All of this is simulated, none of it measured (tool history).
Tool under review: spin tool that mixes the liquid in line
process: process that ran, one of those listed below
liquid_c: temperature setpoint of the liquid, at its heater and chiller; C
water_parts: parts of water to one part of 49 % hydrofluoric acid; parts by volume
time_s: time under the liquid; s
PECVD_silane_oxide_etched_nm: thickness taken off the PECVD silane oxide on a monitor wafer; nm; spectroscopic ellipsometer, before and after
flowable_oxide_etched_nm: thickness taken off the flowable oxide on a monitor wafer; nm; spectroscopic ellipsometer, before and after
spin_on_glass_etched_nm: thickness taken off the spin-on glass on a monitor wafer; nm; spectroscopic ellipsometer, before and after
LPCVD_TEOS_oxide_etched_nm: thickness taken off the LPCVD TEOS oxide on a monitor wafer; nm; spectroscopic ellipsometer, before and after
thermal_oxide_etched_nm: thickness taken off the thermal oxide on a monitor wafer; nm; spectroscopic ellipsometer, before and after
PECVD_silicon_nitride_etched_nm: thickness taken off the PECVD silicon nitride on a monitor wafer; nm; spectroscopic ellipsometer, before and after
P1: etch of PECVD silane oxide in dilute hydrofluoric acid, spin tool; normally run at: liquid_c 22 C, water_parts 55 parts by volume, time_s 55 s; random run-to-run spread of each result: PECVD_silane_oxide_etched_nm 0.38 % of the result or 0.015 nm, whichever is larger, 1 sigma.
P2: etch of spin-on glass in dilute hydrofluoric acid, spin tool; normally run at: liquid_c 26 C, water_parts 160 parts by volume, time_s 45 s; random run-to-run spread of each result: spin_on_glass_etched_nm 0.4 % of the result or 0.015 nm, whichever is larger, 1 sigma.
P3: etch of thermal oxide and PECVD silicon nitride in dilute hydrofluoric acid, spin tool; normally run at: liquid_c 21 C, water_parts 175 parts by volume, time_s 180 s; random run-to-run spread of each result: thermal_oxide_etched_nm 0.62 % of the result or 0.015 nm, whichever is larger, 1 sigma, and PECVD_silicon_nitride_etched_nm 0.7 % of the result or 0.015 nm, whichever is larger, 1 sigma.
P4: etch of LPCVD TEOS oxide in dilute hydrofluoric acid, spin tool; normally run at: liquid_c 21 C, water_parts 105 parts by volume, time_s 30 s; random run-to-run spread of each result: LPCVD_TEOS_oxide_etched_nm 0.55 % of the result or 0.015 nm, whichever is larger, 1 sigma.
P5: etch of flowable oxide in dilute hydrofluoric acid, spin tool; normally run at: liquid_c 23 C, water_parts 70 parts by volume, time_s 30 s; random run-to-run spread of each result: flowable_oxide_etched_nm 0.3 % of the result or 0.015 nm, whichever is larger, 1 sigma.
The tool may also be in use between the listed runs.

| run | hour | process | liquid_c | water_parts | time_s | hours since the thermometer was replaced | hours since the hydrofluoric acid flow meter was replaced | PECVD_silane_oxide_etched_nm | flowable_oxide_etched_nm | spin_on_glass_etched_nm | LPCVD_TEOS_oxide_etched_nm | thermal_oxide_etched_nm | PECVD_silicon_nitride_etched_nm |
|---|---|---|---|---|---|---|---|---|---|---|---|---|---|
| 1 | 4 | P1 | 22 | 55 | 55 | 556.2 | 772.7 | 31.107 |  |  |  |  |  |
| 2 | 8.2 | P5 | 27 | 70 | 30 | 560.4 | 776.9 |  | 10.659 |  |  |  |  |
| 3 | 11.2 | P2 | 26 | 35 | 45 | 563.4 | 779.9 |  |  | 108.71 |  |  |  |
| 4 | 14.4 | P5 | 23 | 70 | 60 | 566.6 | 783.1 |  | 18.146 |  |  |  |  |
| 5 | 17.3 | P5 | 23 | 20 | 30 | 569.5 | 786 |  | 33.874 |  |  |  |  |
| 6 | 19.3 | P5 | 23 | 70 | 30 | 571.5 | 788 |  | 9.0993 |  |  |  |  |
| 7 | 23.1 | P1 | 22 | 90 | 30 | 575.3 | 791.8 | 9.8968 |  |  |  |  |  |
| 8 | 25.8 | P2 | 26 | 160 | 65 | 578 | 794.5 |  |  | 29.191 |  |  |  |
| 9 | 28.1 | P4 | 21 | 165 | 30 | 580.3 | 796.8 |  |  |  | 6.8002 |  |  |
| 10 | 32 | P1 | 22 | 55 | 100 | 584.2 | 800.7 | 56.062 |  |  |  |  |  |
| 11 | 36 | P4 | 21 | 105 | 30 | 588.2 | 804.7 |  |  |  | 11.224 |  |  |
| 12 | 40.3 | P3 | 29 | 175 | 180 | 592.5 | 809 |  |  |  |  | 5.5343 | 4.8374 |
| 13 | 43.7 | P4 | 17 | 105 | 30 | 595.9 | 812.4 |  |  |  | 9.5405 |  |  |
| 14 | 47.9 | P1 | 22 | 25 | 55 | 600.1 | 816.6 | 70.678 |  |  |  |  |  |
| 15 | 51.6 | P3 | 21 | 175 | 350 | 603.8 | 820.3 |  |  |  |  | 8.0007 | 5.6616 |
| 16 | 56.1 | P1 | 22 | 55 | 55 | 608.3 | 824.8 | 30.99 |  |  |  |  |  |
| 17 | 58.7 | P1 | 29 | 95 | 55 | 610.9 | 827.4 | 22.489 |  |  |  |  |  |
| 18 | 61 | P1 | 22 | 55 | 15 | 613.2 | 829.7 | 8.4281 |  |  |  |  |  |
| 19 | 64.6 | P5 | 23 | 70 | 30 | 616.8 | 833.3 |  | 9.0202 |  |  |  |  |
| 20 | 66.9 | P2 | 21.5 | 160 | 45 | 619.1 | 835.6 |  |  | 17.021 |  |  |  |
|  | 69.9 | hydrofluoric acid flow meter replaced |
| 21 | 70.1 | P3 | 21 | 35 | 180 | 622.3 | 0.3 |  |  |  |  | 24.49 | 14.012 |
| 22 | 74.6 | P1 | 22 | 55 | 55 | 626.8 | 4.8 | 31.105 |  |  |  |  |  |
| 23 | 79 | P1 | 22 | 95 | 55 | 631.2 | 9.2 | 17.131 |  |  |  |  |  |
| 24 | 81.2 | P4 | 21 | 105 | 55 | 633.4 | 11.4 |  |  |  | 20.525 |  |  |
| 25 | 84.1 | P4 | 21 | 105 | 30 | 636.3 | 14.3 |  |  |  | 11.375 |  |  |
| 26 | 87.2 | P1 | 27 | 55 | 55 | 639.4 | 17.4 | 37.797 |  |  |  |  |  |
| 27 | 90.7 | P2 | 26 | 160 | 45 | 642.9 | 20.9 |  |  | 20.201 |  |  |  |
| 28 | 92.8 | P1 | 17 | 55 | 55 | 645 | 23 | 25.093 |  |  |  |  |  |
| 29 | 96.2 | P1 | 22 | 55 | 55 | 648.4 | 26.4 | 30.969 |  |  |  |  |  |
| 30 | 98.4 | P3 | 21 | 175 | 180 | 650.6 | 28.6 |  |  |  |  | 4.0851 | 2.8886 |
| 31 | 100.7 | P1 | 22 | 55 | 55 | 652.9 | 30.9 | 30.954 |  |  |  |  |  |
| 32 | 104.8 | P1 | 22 | 55 | 55 | 657 | 35 | 29.865 |  |  |  |  |  |
| 33 | 109.2 | P1 | 22 | 55 | 55 | 661.4 | 39.4 | 29.055 |  |  |  |  |  |
| 34 | 113.5 | P1 | 22 | 55 | 55 | 665.7 | 43.7 | 28.718 |  |  |  |  |  |
| 35 | 117.3 | P1 | 22 | 55 | 55 | 669.5 | 47.5 | 28.75 |  |  |  |  |  |
| 36 | 119.3 | P1 | 22 | 55 | 55 | 671.5 | 49.5 | 28.67 |  |  |  |  |  |
| 37 | 123.6 | P1 | 22 | 55 | 55 | 675.8 | 53.8 | 28.314 |  |  |  |  |  |
| 38 | 125.9 | P1 | 22 | 55 | 55 | 678.1 | 56.1 | 28.508 |  |  |  |  |  |
| 39 | 129.6 | P1 | 22 | 55 | 55 | 681.8 | 59.8 | 28.377 |  |  |  |  |  |
| 40 | 133 | P1 | 22 | 55 | 55 | 685.2 | 63.2 | 28.517 |  |  |  |  |  |

P1 no longer gives what it gave before; its output has crept away from where it was. The following 2 causes, each at its listed size, fit the log equally well:
A: hydrofluoric acid flow below the setpoint (%) = 7.87
B: liquid colder than its thermometer reads (K) = 2.09
The creep began at about hour 100.7.

Question marks stand in for the results of the 4 check runs listed below, each run on one wafer. Under which run would the listed causes show clearly different results?
| check 1 | 136.4 | P3 | 21 | 35 | 180 |  |  |  |  |  |  | ? | ? |
| check 2 | 136.4 | P5 | 23 | 70 | 40 |  |  |  | ? |  |  |  |  |
| check 3 | 136.4 | P4 | 17 | 105 | 50 |  |  |  |  |  | ? |  |  |
| check 4 | 136.4 | P2 | 26 | 80 | 45 |  |  |  |  | ? |  |  |  |

If the cause were each of the candidates in turn, the checks would give the following:
| check | result | if A | if B |
|---|---|---|---|
| check 1 | thermal_oxide_etched_nm | 22.22 | 22.129 |
| check 1 | PECVD_silicon_nitride_etched_nm | 12.905 | 12.071 |
| check 2 | flowable_oxide_etched_nm | 11.037 | 11.074 |
| check 3 | LPCVD_TEOS_oxide_etched_nm | 14.577 | 14.613 |
| check 4 | spin_on_glass_etched_nm | 40.714 | 41.025 |
How far apart the two closest causes lie, in the result that separates them most: check 1 6.69 %; check 2 0.33 %; check 3 0.24 %; check 4 0.76 %
Check 1 tells the causes apart: in the others they would give nearly the same result.

After running check 1, the following was obtained: thermal_oxide_etched_nm 22.086 nm; PECVD_silicon_nitride_etched_nm 12.908 nm. Which cause does this point to?

The correct cause is A, namely: hydrofluoric acid flow below the setpoint (%).

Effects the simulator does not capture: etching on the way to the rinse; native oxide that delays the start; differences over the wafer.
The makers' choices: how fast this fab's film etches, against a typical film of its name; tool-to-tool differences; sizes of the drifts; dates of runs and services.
